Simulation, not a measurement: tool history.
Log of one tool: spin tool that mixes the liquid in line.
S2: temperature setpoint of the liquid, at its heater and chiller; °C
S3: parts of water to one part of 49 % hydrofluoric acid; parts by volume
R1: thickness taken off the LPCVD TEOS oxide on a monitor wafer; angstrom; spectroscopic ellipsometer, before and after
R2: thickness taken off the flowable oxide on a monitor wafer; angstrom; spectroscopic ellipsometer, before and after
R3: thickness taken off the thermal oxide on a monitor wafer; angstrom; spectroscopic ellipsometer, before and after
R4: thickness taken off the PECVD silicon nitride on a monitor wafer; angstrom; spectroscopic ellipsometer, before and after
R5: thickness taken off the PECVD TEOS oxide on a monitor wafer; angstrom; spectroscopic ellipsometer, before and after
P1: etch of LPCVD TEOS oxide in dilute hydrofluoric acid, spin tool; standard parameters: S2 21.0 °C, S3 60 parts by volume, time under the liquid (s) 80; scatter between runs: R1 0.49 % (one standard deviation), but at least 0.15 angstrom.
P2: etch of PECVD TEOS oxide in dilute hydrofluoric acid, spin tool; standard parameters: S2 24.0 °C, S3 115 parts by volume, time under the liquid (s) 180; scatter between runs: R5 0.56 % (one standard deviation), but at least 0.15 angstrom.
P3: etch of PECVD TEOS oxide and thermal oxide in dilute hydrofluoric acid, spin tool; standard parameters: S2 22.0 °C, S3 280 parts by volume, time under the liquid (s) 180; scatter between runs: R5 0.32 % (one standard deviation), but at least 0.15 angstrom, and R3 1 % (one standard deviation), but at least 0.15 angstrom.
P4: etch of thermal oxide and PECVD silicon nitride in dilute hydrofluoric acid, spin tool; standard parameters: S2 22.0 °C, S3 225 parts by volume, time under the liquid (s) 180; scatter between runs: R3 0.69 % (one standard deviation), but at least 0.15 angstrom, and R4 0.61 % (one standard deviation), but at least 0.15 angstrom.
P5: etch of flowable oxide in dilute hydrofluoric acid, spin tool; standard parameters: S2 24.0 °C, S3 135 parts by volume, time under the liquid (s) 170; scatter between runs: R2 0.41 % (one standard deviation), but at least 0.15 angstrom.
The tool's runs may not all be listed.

Run 1, hour 8.7: process that ran P1, S2 21.0 °C, S3 60 parts by volume, time under the liquid (s) 80. Result: R1 321.510 angstrom.
Run 2, hour 13.0: process that ran P5, S2 17.0 °C, S3 135 parts by volume, time under the liquid (s) 170. Result: R2 292.66 angstrom.
Run 3, hour 20.2: process that ran P4, S2 17.0 °C, S3 225 parts by volume, time under the liquid (s) 180. Result: R3 24.173 angstrom, R4 29.555 angstrom.
Run 4, hour 26.1: process that ran P1, S2 21.0 °C, S3 60 parts by volume, time under the liquid (s) 80. Result: R1 319.270 angstrom.
Run 5, hour 35.5: process that ran P5, S2 24.0 °C, S3 135 parts by volume, time under the liquid (s) 170. Result: R2 388.78 angstrom.
Run 6, hour 41.0: process that ran P1, S2 17.5 °C, S3 60 parts by volume, time under the liquid (s) 80. Result: R1 278.050 angstrom.
Run 7, hour 48.5: process that ran P5, S2 24.0 °C, S3 35 parts by volume, time under the liquid (s) 170. Result: R2 1701.50 angstrom.
Run 8, hour 56.8: process that ran P1, S2 21.0 °C, S3 60 parts by volume, time under the liquid (s) 80. Result: R1 322.450 angstrom.
Run 9, hour 61.7: process that ran P4, S2 22.0 °C, S3 225 parts by volume, time under the liquid (s) 180. Result: R3 29.447 angstrom, R4 40.866 angstrom.
Run 10, hour 71.0: process that ran P2, S2 24.0 °C, S3 115 parts by volume, time under the liquid (s) 270. Result: R5 260.040 angstrom.
Run 11, hour 75.5: process that ran P5, S2 24.0 °C, S3 135 parts by volume, time under the liquid (s) 170. Result: R2 389.48 angstrom.
Run 12, hour 83.3: process that ran P4, S2 22.0 °C, S3 225 parts by volume, time under the liquid (s) 180. Result: R3 29.268 angstrom, R4 41.685 angstrom.
Run 13, hour 91.6: process that ran P3, S2 22.0 °C, S3 280 parts by volume, time under the liquid (s) 360. Result: R3 44.799 angstrom, R5 144.270 angstrom.
Run 14, hour 98.9: process that ran P1, S2 21.0 °C, S3 35 parts by volume, time under the liquid (s) 80. Result: R1 573.130 angstrom.
Run 15, hour 103.6: process that ran P3, S2 22.0 °C, S3 280 parts by volume, time under the liquid (s) 180. Result: R3 22.642 angstrom, R5 72.044 angstrom.
Run 16, hour 109.8: process that ran P1, S2 21.0 °C, S3 60 parts by volume, time under the liquid (s) 145. Result: R1 584.740 angstrom.
Run 17, hour 118.1: process that ran P1, S2 21.0 °C, S3 60 parts by volume, time under the liquid (s) 80. Result: R1 321.380 angstrom.
Run 18, hour 124.9: process that ran P4, S2 22.0 °C, S3 225 parts by volume, time under the liquid (s) 350. Result: R3 57.142 angstrom, R4 80.220 angstrom.
Run 19, hour 133.2: process that ran P1, S2 21.0 °C, S3 60 parts by volume, time under the liquid (s) 80. Result: R1 324.040 angstrom.
Run 20, hour 142.3: process that ran P3, S2 22.0 °C, S3 280 parts by volume, time under the liquid (s) 180. Result: R3 22.387 angstrom, R5 72.169 angstrom.
Run 21, hour 147.8: process that ran P3, S2 22.0 °C, S3 45 parts by volume, time under the liquid (s) 180. Result: R3 180.670 angstrom, R5 577.870 angstrom.
Run 22, hour 156.1: process that ran P2, S2 17.0 °C, S3 115 parts by volume, time under the liquid (s) 180. Result: R5 129.700 angstrom.
Run 23, hour 165.1: process that ran P2, S2 24.0 °C, S3 35 parts by volume, time under the liquid (s) 180. Result: R5 628.870 angstrom.
Run 24, hour 171.8: process that ran P1, S2 21.0 °C, S3 60 parts by volume, time under the liquid (s) 80. Result: R1 322.340 angstrom.
Run 25, hour 180.0: process that ran P1, S2 21.0 °C, S3 60 parts by volume, time under the liquid (s) 80. Result: R1 321.700 angstrom.
Run 26, hour 185.1: process that ran P4, S2 22.0 °C, S3 60 parts by volume, time under the liquid (s) 180. Result: R3 132.450 angstrom, R4 149.420 angstrom.
Run 27, hour 191.4: process that ran P1, S2 28.5 °C, S3 60 parts by volume, time under the liquid (s) 80. Result: R1 437.700 angstrom.
Run 28, hour 196.1: process that ran P3, S2 17.0 °C, S3 280 parts by volume, time under the liquid (s) 180. Result: R3 18.671 angstrom, R5 60.150 angstrom.
Run 29, hour 205.5: process that ran P1, S2 21.0 °C, S3 90 parts by volume, time under the liquid (s) 80. Result: R1 206.400 angstrom.
Run 30, hour 213.1: process that ran P2, S2 24.0 °C, S3 115 parts by volume, time under the liquid (s) 180. Result: R5 175.420 angstrom.
Run 31, hour 217.5: process that ran P1, S2 25.5 °C, S3 95 parts by volume, time under the liquid (s) 80. Result: R1 234.760 angstrom.
Run 32, hour 221.9: process that ran P5, S2 24.0 °C, S3 135 parts by volume, time under the liquid (s) 95. Result: R2 217.34 angstrom.
Run 33, hour 228.3: process that ran P1, S2 21.0 °C, S3 85 parts by volume, time under the liquid (s) 125. Result: R1 346.730 angstrom.
Run 34, hour 234.5: process that ran P1, S2 21.0 °C, S3 60 parts by volume, time under the liquid (s) 20. Result: R1 80.751 angstrom.
Run 35, hour 240.7: process that ran P1, S2 21.0 °C, S3 60 parts by volume, time under the liquid (s) 80. Result: R1 323.710 angstrom.
Run 36, hour 245.0: process that ran P1, S2 21.0 °C, S3 60 parts by volume, time under the liquid (s) 80. Result: R1 319.400 angstrom.
Run 37, hour 253.7: process that ran P1, S2 21.0 °C, S3 60 parts by volume, time under the liquid (s) 80. Result: R1 311.790 angstrom.

Forecast run 38:
Run 38, hour 262.5: process that ran P1, S2 21.0 °C, S3 60 parts by volume, time under the liquid (s) 80. Result: R1 ?.

{"run 38": {"R1": 306.96}}
